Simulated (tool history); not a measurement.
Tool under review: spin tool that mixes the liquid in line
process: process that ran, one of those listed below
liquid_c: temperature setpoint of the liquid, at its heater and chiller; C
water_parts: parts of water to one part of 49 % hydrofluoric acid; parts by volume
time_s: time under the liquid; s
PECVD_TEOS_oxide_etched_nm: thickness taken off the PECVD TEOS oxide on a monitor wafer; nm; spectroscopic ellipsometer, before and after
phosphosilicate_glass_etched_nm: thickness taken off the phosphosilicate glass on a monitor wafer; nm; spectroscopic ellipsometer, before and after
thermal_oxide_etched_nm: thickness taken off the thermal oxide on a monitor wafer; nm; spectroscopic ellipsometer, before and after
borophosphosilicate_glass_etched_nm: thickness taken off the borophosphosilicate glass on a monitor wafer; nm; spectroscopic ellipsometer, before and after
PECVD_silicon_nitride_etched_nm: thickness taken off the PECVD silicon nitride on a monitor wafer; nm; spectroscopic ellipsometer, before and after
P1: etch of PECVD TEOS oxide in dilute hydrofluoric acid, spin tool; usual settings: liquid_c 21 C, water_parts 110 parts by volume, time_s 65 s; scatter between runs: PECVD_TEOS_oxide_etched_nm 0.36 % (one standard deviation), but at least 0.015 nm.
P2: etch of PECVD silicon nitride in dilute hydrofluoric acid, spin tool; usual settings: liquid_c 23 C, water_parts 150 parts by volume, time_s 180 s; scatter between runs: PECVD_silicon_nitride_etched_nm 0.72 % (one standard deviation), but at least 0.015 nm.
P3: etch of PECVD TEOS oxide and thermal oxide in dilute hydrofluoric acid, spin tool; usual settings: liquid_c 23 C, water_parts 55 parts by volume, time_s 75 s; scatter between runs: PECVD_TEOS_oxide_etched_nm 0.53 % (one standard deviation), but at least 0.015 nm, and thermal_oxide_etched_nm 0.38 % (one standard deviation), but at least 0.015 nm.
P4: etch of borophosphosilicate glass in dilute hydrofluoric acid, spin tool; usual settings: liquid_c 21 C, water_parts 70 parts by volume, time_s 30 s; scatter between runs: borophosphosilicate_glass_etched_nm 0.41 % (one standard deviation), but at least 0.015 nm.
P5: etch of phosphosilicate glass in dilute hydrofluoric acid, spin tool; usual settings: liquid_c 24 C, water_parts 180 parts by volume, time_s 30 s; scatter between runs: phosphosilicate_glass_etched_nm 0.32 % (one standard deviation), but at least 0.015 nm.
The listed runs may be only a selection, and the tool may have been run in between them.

run,hour,process,liquid_c,water_parts,time_s,PECVD_TEOS_oxide_etched_nm,phosphosilicate_glass_etched_nm,thermal_oxide_etched_nm,borophosphosilicate_glass_etched_nm,PECVD_silicon_nitride_etched_nm
1,15,P1,21,110,65,5.6458,,,,
2,24.3,P1,21,60,65,10.911,,,,
3,43,P5,24,180,30,,19.758,,,
4,51.6,P3,23,55,75,11.867,,6.1492,,
5,67,P5,24,180,55,,36.352,,,
6,75.2,P4,29,70,30,,,,18.708,
7,93.1,P1,21,110,65,5.6143,,,,
8,106.3,P1,21,60,105,17.599,,,,
9,120,P1,17,170,65,2.9274,,,,
10,130.2,P1,29,110,65,7.7372,,,,
11,140.3,P2,23,270,180,,,,,1.9147
12,159.1,P3,23,55,20,3.1565,,1.65,,
13,171.5,P5,24,180,30,,19.727,,,
14,183.5,P5,19,180,30,,16.219,,,
15,194.3,P4,21,70,30,,,,13.426,
16,203.4,P1,17,110,65,4.7714,,,,
17,217,P2,30.5,150,180,,,,,5.479
18,226.6,P2,23,150,180,,,,,3.4294
19,235.6,P4,21,130,30,,,,6.8316,
20,253,P1,21,190,65,2.9781,,,,
21,261.2,P3,23,95,75,6.5712,,3.4075,,
22,277.5,P1,26,110,120,12.637,,,,
23,295.2,P1,21,110,65,5.6058,,,,
24,304.3,P3,19,55,75,10.131,,5.1516,,
25,319.1,P1,21,110,65,5.5992,,,,
26,330.9,P2,23,150,100,,,,,1.8732
27,344.8,P4,21,70,30,,,,13.6,
28,358,P1,21,110,65,5.6437,,,,
29,376.1,P1,21,110,130,11.273,,,,
30,387.2,P4,21,70,50,,,,22.506,
31,403.9,P1,21,110,15,1.2793,,,,
32,417.7,P5,24,50,30,,83.34,,,
33,431.3,P1,21,110,65,5.6549,,,,
34,447.4,P1,21,110,65,5.4516,,,,
35,460.9,P1,21,110,65,5.3768,,,,
36,471.4,P1,21,110,65,5.2914,,,,
37,479.9,P1,21,110,65,5.2577,,,,
38,495,P1,21,110,65,5.1941,,,,
39,511.4,P1,21,110,65,5.2078,,,,
40,524.9,P1,21,110,65,5.1593,,,,
41,534.1,P1,21,110,65,5.2037,,,,
42,550.1,P1,21,110,65,5.2125,,,,
43,561.9,P1,21,110,65,5.1999,,,,
44,578.5,P1,21,110,65,5.1725,,,,

What P1 gives has crept off from where it sat before. The 2 causes that follow fit the log equally well, each at the size noted:
A: hydrofluoric acid flow below the setpoint (%) = 7.28
B: liquid colder than its thermometer reads (K) = 2.09
Onset of the creep was near hour 431.3.

Consider the 4 check runs below, whose results appear as question marks and each of which averages 2 wafers. Which one distinguishes the causes, in that each cause would give it a clearly different result?
check 1,595.1,P3,20,55,20,?,,?,,
check 2,595.1,P5,24,60,40,,?,,,
check 3,595.1,P2,23,245,180,,,,,?
check 4,595.1,P4,27,70,50,,,,?,

Predicted outcomes, by check and by cause:
check,result,if A,if B
check 1,PECVD_TEOS_oxide_etched_nm,2.5781,2.5564
check 1,thermal_oxide_etched_nm,1.334,1.3228
check 2,phosphosilicate_glass_etched_nm,84.016,83.651
check 3,PECVD_silicon_nitride_etched_nm,1.963,1.8522
check 4,borophosphosilicate_glass_etched_nm,26.47,26.468
How far apart the two closest causes lie, in the result that separates them most: check 1 0.84 %; check 2 0.44 %; check 3 5.81 %; check 4 0.01 %
The other checks would show nearly matching results whichever cause is true, so check 3 is the only one that separates the causes.

With check 3 done, the readings were: PECVD_silicon_nitride_etched_nm 1.8607 nm. Identify which of the listed causes applies.

The correct cause is B, namely: liquid colder than its thermometer reads (K).
